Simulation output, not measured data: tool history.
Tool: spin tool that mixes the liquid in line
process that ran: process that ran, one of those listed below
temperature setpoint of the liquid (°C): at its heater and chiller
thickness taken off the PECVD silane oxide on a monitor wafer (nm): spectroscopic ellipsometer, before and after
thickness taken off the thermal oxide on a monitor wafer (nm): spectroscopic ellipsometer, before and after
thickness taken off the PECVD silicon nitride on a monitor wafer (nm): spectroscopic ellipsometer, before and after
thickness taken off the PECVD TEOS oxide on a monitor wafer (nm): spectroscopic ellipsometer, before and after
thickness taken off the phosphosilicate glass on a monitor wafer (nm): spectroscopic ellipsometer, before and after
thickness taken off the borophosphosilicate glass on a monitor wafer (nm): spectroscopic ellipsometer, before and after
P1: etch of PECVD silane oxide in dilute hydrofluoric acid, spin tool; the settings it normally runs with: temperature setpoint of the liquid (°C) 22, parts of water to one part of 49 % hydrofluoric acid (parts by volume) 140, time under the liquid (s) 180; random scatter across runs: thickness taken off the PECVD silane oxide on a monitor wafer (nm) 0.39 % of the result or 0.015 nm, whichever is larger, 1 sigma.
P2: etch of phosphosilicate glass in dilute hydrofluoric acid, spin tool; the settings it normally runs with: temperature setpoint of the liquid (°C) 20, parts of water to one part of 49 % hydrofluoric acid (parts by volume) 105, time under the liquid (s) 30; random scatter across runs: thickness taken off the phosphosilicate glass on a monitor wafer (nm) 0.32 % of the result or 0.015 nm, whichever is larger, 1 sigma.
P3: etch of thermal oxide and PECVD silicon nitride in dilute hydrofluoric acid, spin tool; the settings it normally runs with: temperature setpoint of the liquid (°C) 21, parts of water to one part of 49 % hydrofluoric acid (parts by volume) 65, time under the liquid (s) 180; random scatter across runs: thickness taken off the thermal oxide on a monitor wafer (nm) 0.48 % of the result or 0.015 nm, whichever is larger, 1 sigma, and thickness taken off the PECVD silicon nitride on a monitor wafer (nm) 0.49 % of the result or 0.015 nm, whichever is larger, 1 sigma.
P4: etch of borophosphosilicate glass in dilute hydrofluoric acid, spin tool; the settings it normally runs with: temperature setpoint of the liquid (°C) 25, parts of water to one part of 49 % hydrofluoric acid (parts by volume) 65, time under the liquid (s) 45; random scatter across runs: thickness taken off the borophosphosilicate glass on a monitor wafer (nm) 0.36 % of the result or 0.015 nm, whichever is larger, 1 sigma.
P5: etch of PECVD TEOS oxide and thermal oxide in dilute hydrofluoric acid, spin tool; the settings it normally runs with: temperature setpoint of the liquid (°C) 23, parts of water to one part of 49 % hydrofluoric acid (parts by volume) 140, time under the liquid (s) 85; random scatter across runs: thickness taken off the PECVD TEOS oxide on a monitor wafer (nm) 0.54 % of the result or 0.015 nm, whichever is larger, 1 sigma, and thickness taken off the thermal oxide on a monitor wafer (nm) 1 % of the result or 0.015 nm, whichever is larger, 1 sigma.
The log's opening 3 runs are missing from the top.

run   hour  process that ran  temperature setpoint of the liquid (°C)  parts of water to one part of 49 % hydrofluoric acid (parts by volume)  time under the liquid (s)  hours since the thermometer was replaced  hours since the hydrofluoric acid flow meter was replaced  thickness taken off the PECVD silane oxide on a monitor wafer (nm)  thickness taken off the thermal oxide on a monitor wafer (nm)  thickness taken off the PECVD silicon nitride on a monitor wafer (nm)  thickness taken off the PECVD TEOS oxide on a monitor wafer (nm)  thickness taken off the phosphosilicate glass on a monitor wafer (nm)  thickness taken off the borophosphosilicate glass on a monitor wafer (nm)
  4   33.1                P5                                       23                                                                     225                         85                                    1038.2                                                      420.1                                                                                                                             1.4635                                                                                                                                   3.6143
  5   41.3                P1                                       30                                                                     140                        180                                    1046.4                                                      428.3                                                              52.951
  6     47                P1                                       22                                                                     140                        180                                    1052.1                                                        434                                                              39.332
  7   53.5                P3                                       21                                                                      30                        180                                    1058.6                                                      440.5                                                                                                                             26.789                                                                  8.979
  8   61.3                P1                                       22                                                                     140                         15                                    1066.4                                                      448.3                                                               3.256
  9   68.9                P1                                     18.5                                                                     140                        180                                      1074                                                      455.9                                                              34.073
 10   76.1                P2                                       17                                                                     105                         30                                    1081.2                                                      463.1                                                                                                                                                                                                                                                                                                                                             29.834
 11   83.4                P5                                       23                                                                     140                        160                                    1088.5                                                      470.4                                                                                                                             4.8582                                                                                                                                   11.985
 12   90.2                P1                                       22                                                                     140                        290                                    1095.3                                                      477.2                                                              63.329
 13   96.9                P2                                       20                                                                     105                         30                                      1102                                                      483.9                                                                                                                                                                                                                                                                                                                                             33.587
 14  101.8                P4                                       25                                                                      65                         85                                    1106.9                                                      488.8                                                                                                                                                                                                                                                                                                                                                                                                                        73.406
 15  106.9                P5                                       17                                                                     140                         85                                      1112                                                      493.9                                                                                                                             2.0195                                                                                                                                   5.0745
 16  115.3                P4                                     29.5                                                                      65                         45                                    1120.4                                                      502.3                                                                                                                                                                                                                                                                                                                                                                                                                        46.919
 17  120.7                P1                                       17                                                                     190                        180                                    1125.8                                                      507.7                                                              22.559
 18  127.4                P4                                       25                                                                      65                         45                                    1132.5                                                      514.4                                                                                                                                                                                                                                                                                                                                                                                                                        39.049
 19  132.3                P1                                       22                                                                     140                        180                                    1137.4                                                      519.3                                                              38.827
 20  139.4                P1                                       22                                                                      30                        180                                    1144.5                                                      526.4                                                              207.58
 21    144                P1                                       22                                                                     140                        180                                    1149.1                                                        531                                                              39.108
 22  148.3                P1                                       22                                                                     140                        180                                    1153.4                                                      535.3                                                              39.446
 23  154.8                P2                                       20                                                                     175                         30                                    1159.9                                                      541.8                                                                                                                                                                                                                                                                                                                                             18.784
 24  160.5                P3                                       17                                                                      65                        180                                    1165.6                                                      547.5                                                                                                                             9.8385                                                                 3.1913
 25  169.9                P2                                       20                                                                     105                         15                                      1175                                                      556.9                                                                                                                                                                                                                                                                                                                                             16.777

Run 26 is up next; what results do you expect?
 26  176.1                P5                                       23                                                                     140                         85                                    1181.2                                                      563.1                                                                                                                                  ?                                                                                                                                        ?

thickness taken off the thermal oxide on a monitor wafer (nm): 2.5923
thickness taken off the PECVD TEOS oxide on a monitor wafer (nm): 6.4302

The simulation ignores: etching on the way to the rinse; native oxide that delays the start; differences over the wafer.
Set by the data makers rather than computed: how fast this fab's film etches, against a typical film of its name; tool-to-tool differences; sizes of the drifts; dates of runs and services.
